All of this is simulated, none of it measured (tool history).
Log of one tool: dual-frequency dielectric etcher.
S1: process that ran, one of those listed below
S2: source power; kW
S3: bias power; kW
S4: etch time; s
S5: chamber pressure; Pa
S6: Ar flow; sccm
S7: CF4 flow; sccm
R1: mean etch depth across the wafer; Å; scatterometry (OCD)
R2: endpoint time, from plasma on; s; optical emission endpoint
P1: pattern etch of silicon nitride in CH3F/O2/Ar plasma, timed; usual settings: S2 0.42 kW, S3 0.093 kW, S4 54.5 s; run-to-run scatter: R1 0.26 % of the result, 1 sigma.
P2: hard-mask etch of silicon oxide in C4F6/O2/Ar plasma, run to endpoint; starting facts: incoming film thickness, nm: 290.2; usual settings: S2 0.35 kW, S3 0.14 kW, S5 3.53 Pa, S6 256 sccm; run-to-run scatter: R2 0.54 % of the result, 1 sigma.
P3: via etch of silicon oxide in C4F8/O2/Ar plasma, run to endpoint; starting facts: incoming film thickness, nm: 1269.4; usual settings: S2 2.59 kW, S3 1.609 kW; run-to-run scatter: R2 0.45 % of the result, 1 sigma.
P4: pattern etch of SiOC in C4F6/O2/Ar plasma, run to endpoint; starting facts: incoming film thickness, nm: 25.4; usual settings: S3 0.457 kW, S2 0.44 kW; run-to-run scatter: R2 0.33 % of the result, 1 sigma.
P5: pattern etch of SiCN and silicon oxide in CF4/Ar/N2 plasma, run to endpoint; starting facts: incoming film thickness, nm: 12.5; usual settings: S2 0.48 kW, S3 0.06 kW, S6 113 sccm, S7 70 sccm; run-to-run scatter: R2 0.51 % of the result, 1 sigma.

| run | hour | S1 | S2 | S3 | S4 | S5 | S6 | S7 | R1 | R2 |
|---|---|---|---|---|---|---|---|---|---|---|
| 1 | 7.6 | P1 | 0.42 | 0.093 | 54.5 |  |  |  | 422.92 |  |
| 2 | 11 | P1 | 0.5 | 0.063 | 54.5 |  |  |  | 395.45 |  |
| 3 | 15.2 | P3 | 1.61 | 1.609 |  |  |  |  |  | 283.88 |
| 4 | 21.5 | P2 | 0.35 | 0.14 |  | 3.53 | 345 |  |  | 102.68 |
| 5 | 25.7 | P3 | 2.59 | 1.609 |  |  |  |  |  | 233.32 |
| 6 | 31.7 | P2 | 0.35 | 0.18 |  | 3.53 | 256 |  |  | 92.9 |
| 7 | 37.2 | P4 | 0.44 | 0.266 |  |  |  |  |  | 10.458 |
| 8 | 44.2 | P5 | 0.48 | 0.06 |  |  | 113 | 70 |  | 14.695 |
| 9 | 49.1 | P1 | 0.42 | 0.093 | 54.5 |  |  |  | 424.11 |  |
| 10 | 54 | P5 | 0.48 | 0.06 |  |  | 113 | 70 |  | 14.923 |
| 11 | 59 | P4 | 0.56 | 0.457 |  |  |  |  |  | 7.8706 |
| 12 | 66.6 | P2 | 0.35 | 0.14 |  | 4.47 | 256 |  |  | 102.84 |
| 13 | 72.4 | P1 | 0.42 | 0.114 | 54.5 |  |  |  | 456.69 |  |
| 14 | 77.9 | P1 | 0.42 | 0.093 | 54.5 |  |  |  | 424.29 |  |
| 15 | 83 | P5 | 0.35 | 0.06 |  |  | 113 | 70 |  | 19.668 |
| 16 | 87.3 | P5 | 0.48 | 0.06 |  |  | 113 | 95 |  | 14.201 |
| 17 | 93.8 | P4 | 0.44 | 0.457 |  |  |  |  |  | 8.6497 |
| 18 | 99.8 | P1 | 0.42 | 0.093 | 54.5 |  |  |  | 424.32 |  |
| 19 | 104 | P1 | 0.42 | 0.093 | 75 |  |  |  | 582.97 |  |
| 20 | 109.1 | P5 | 0.48 | 0.04 |  |  | 113 | 70 |  | 16.762 |
| 21 | 116.3 | P1 | 0.29 | 0.093 | 54.5 |  |  |  | 371.07 |  |
| 22 | 119.9 | P5 | 0.48 | 0.06 |  |  | 156 | 70 |  | 15.525 |
| 23 | 125.2 | P1 | 0.28 | 0.093 | 68 |  |  |  | 457.05 |  |
| 24 | 130 | P1 | 0.42 | 0.093 | 37.5 |  |  |  | 292.38 |  |
| 25 | 133.9 | P2 | 0.28 | 0.14 |  | 3.53 | 256 |  |  | 109.73 |
| 26 | 138.2 | P2 | 0.35 | 0.14 |  | 3.53 | 256 |  |  | 99.787 |
| 27 | 142.2 | P3 | 2.59 | 1.914 |  |  |  |  |  | 223.56 |
| 28 | 149 | P1 | 0.42 | 0.058 | 54.5 |  |  |  | 360.27 |  |
| 29 | 155 | P1 | 0.52 | 0.067 | 54.5 |  |  |  | 410.86 |  |
| 30 | 159.5 | P1 | 0.56 | 0.093 | 54.5 |  |  |  | 472.83 |  |
| 31 | 164.9 | P1 | 0.42 | 0.093 | 54.5 |  |  |  | 425.42 |  |
| 32 | 169.7 | P1 | 0.42 | 0.093 | 54.5 |  |  |  | 425.12 |  |
| 33 | 173.5 | P1 | 0.42 | 0.093 | 54.5 |  |  |  | 421.77 |  |
| 34 | 178.1 | P1 | 0.42 | 0.093 | 54.5 |  |  |  | 421.02 |  |
| 35 | 184.1 | P1 | 0.42 | 0.093 | 54.5 |  |  |  | 419.9 |  |
|  | 187 | wet clean of the chamber |
| 36 | 189 | P1 | 0.42 | 0.093 | 54.5 |  |  |  | 417.15 |  |
| 37 | 192.8 | P1 | 0.42 | 0.093 | 54.5 |  |  |  | 417.67 |  |
| 38 | 197.2 | P1 | 0.42 | 0.093 | 54.5 |  |  |  | 418.48 |  |
| 39 | 203 | P1 | 0.42 | 0.093 | 54.5 |  |  |  | 418.58 |  |
| 40 | 208.3 | P1 | 0.42 | 0.093 | 54.5 |  |  |  | 417.23 |  |
| 41 | 211.8 | P1 | 0.42 | 0.093 | 54.5 |  |  |  | 418.25 |  |
| 42 | 217.6 | P1 | 0.42 | 0.093 | 54.5 |  |  |  | 416.83 |  |

What P1 gives has crept off from where it sat before. The 2 causes that follow fit the log equally well, each at the size noted:
A: bias power that arrives under what is set, % = 4.88
B: source power that arrives under what is set, % = 4.69
Creep in the process output first set in at about hour 169.7.
What rules out each remaining cause:
chamber walls in a state that lowers the etch rate, %: serviced at hour 187, which brought nothing back

Below are 4 check runs, each averaged over 2 wafers, with their results shown as question marks. Which of them would give clearly different results depending on which cause is behind the drift?
| check 1 | 223.4 | P2 | 0.35 | 0.17 |  | 3.53 | 335 |  |  | ? |
| check 2 | 223.4 | P3 | 1.86 | 1.609 |  |  |  |  |  | ? |
| check 3 | 223.4 | P5 | 0.48 | 0.06 |  |  | 155 | 82 |  | ? |
| check 4 | 223.4 | P4 | 0.44 | 0.276 |  |  |  |  |  | ? |

If the cause were each of the candidates in turn, the checks would give the following:
| check | result | if A | if B |
|---|---|---|---|
| check 1 | R2 | 98.459 | 98.758 |
| check 2 | R2 | 272.4 | 273.98 |
| check 3 | R2 | 15.431 | 15.83 |
| check 4 | R2 | 10.492 | 10.508 |
Separation of the two closest causes in each check, using whichever result separates them best: check 1 0.3 %; check 2 0.58 %; check 3 2.56 %; check 4 0.15 %
Check 3 distinguishes between the causes, while the remaining checks would return nearly the same result for all of them.

With check 3 done, the readings were: R2 15.777 s. Identify which of the listed causes applies.

Of the candidate causes, it is B: source power that arrives under what is set, %.

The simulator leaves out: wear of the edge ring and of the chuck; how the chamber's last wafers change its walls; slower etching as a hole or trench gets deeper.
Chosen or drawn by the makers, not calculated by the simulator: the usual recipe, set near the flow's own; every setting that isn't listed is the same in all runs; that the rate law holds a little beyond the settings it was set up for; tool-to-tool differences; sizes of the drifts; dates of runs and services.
